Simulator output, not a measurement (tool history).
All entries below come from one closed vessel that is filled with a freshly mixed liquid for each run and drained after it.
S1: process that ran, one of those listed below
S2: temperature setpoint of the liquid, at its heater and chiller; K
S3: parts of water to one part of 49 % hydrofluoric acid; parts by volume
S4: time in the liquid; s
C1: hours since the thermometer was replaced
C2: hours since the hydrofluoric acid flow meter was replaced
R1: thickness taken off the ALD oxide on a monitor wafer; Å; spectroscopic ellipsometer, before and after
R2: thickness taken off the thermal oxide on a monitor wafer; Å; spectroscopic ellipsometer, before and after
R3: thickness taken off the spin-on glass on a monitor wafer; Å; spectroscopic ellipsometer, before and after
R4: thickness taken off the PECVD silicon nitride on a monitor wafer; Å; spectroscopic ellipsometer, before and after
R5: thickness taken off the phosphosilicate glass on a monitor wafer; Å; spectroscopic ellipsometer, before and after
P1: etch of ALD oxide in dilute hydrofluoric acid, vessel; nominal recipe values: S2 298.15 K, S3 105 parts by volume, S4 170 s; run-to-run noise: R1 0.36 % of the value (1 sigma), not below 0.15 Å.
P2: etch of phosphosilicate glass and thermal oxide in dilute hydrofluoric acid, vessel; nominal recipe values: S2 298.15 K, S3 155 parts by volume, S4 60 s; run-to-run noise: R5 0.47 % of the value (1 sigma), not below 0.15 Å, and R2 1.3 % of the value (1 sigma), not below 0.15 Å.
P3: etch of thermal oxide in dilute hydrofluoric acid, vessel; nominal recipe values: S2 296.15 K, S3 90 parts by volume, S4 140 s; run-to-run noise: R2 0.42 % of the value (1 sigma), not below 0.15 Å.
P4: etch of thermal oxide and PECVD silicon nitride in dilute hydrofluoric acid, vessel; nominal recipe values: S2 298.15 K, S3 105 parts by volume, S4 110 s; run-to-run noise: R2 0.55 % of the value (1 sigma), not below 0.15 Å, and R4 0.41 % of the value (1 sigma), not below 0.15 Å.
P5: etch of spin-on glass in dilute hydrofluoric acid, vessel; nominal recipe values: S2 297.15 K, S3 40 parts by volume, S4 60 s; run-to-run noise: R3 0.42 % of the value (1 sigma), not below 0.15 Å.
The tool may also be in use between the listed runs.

run   hour  S1      S2   S3   S4      C1      C2      R1        R2       R3      R4      R5
  1   11.4  P1  298.15  105  170   759.1   722.8  287.29
  2   17.3  P3  296.15   90  280   765.0   728.7          147.6800
  3   23.2  P5  303.65   40   60   770.9   734.6                     919.86
  4   34.0  P4  298.15  105   30   781.7   745.4           14.7170           14.425
  5   44.8  P2  298.15  155   60   792.5   756.2           17.0650                   754.48
  6   56.2  P5  297.15   40   35   803.9   767.6                     414.62
  7   63.2  P1  298.15  105  170   810.9   774.6  287.55
  8   73.5  P1  298.15  105  170   821.2   784.9  285.45
  9   81.7  P4  298.15  145  110   829.4   793.1           36.4230           38.050
 10   91.1  P5  297.15   40   60   838.8   802.5                     709.83
 11   97.7  P5  297.15   20   60   845.4   809.1                    1471.40
 12  104.5  P2  298.15  155   30   852.2   815.9            8.8184                   381.35
 13  109.6  P1  298.15   70  170   857.3   821.0  451.57
 14  120.0  P5  297.15   40   60   867.7   831.4                     708.25
 15  131.5  P1  298.15  105  170   879.2   842.9  287.87
 16  140.6  P4  291.65  105  110   888.3   852.0           41.3390           33.965
 17  148.2  P1  304.15  155  170   895.9   859.6  227.78
 18  153.3  P4  298.15  105  110   901.0   864.7           53.4670           51.903
 19  164.4  P3  296.15   90  140   912.1   875.8           73.6080
 20  170.5  P2  305.15  155   60   918.2   881.9           22.6300                   977.16
 21  176.2  P1  304.65  105  170   923.9   887.6  368.68
 22  186.7  P2  298.15  280   60   934.4   898.1            8.2300                   366.63
 23  194.2  P1  304.15  105  330   941.9   905.6  697.30
 24  203.0  P3  291.65   90  140   950.7   914.4           61.6290
 25  209.6  P1  298.15  155  170   957.3   921.0  183.20
 26  218.6  P1  291.65  105  170   966.3   930.0  219.42
 27  225.8  P2  298.15  155   60   973.5   937.2           17.6780                   759.42
 28  235.0  P3  296.15   30  140   982.7   946.4          238.3000
 29  245.2  P1  298.15  105   30   992.9   956.6   50.78
 30  253.6  P1  298.15  105  170  1001.3   965.0  287.06
 31  264.4  P3  296.15   90  140  1012.1   975.8           73.5670
 32  269.5  P1  298.15  105  325  1017.2   980.9  549.86
 33  276.3  P1  298.15  105  170  1024.0   987.7  286.27
 34  284.8  P1  298.15  105  170  1032.5   996.2  295.09
 35  291.1  P1  298.15  105  170  1038.8  1002.5  295.98
 36  300.1  P1  298.15  105  170  1047.8  1011.5  298.98
 37  309.2  P1  298.15  105  170  1056.9  1020.6  303.23
 38  314.5  P1  298.15  105  170  1062.2  1025.9  304.13
 39  324.9  P1  298.15  105  170  1072.6  1036.3  304.10
 40  333.3  P1  298.15  105  170  1081.0  1044.7  305.92
 41  339.0  P1  298.15  105  170  1086.7  1050.4  304.99
 42  348.3  P1  298.15  105  170  1096.0  1059.7  304.07
 43  354.5  P1  298.15  105  170  1102.2  1065.9  308.46

Something has made what P1 gives creep away from where it was; the 2 causes below, each at its own stated size, fit the log equally well:
A: hydrofluoric acid flow above the setpoint (%) = 6.1
B: liquid hotter than its thermometer reads (K) = 1.72
The process output started creeping at around hour 276.3.

Which of the 4 check runs listed below separates the causes, so that each cause would produce a clearly different result? Each run uses one wafer, and its results are marked with question marks.
check 1  360.7  P2  298.15  155   60               ?           ?
check 2  360.7  P5  297.15   40   60                   ?
check 3  360.7  P3  296.15   90  140               ?
check 4  360.7  P4  298.15  105  110               ?       ?

Expected result of each check under each candidate cause:
  check  result     if A     if B
check 1      R2  18.7180  18.6190
check 1      R5   812.04   807.72
check 2      R3   754.75   761.26
check 3      R2  78.9830  79.2400
check 4      R2  57.3200  57.3150
check 4      R4   55.487   58.491
Distance between the nearest two causes, measured in the result of the check that separates them most: check 1 0.53 %; check 2 0.86 %; check 3 0.32 %; check 4 5.27 %
Only in check 4 would the causes give clearly different results; in the remaining checks their results would be nearly the same.

Then check 4 was run and gave: R2 56.7210 Å; R4 55.393 Å. Which cause is it?

It was cause A: hydrofluoric acid flow above the setpoint (%).

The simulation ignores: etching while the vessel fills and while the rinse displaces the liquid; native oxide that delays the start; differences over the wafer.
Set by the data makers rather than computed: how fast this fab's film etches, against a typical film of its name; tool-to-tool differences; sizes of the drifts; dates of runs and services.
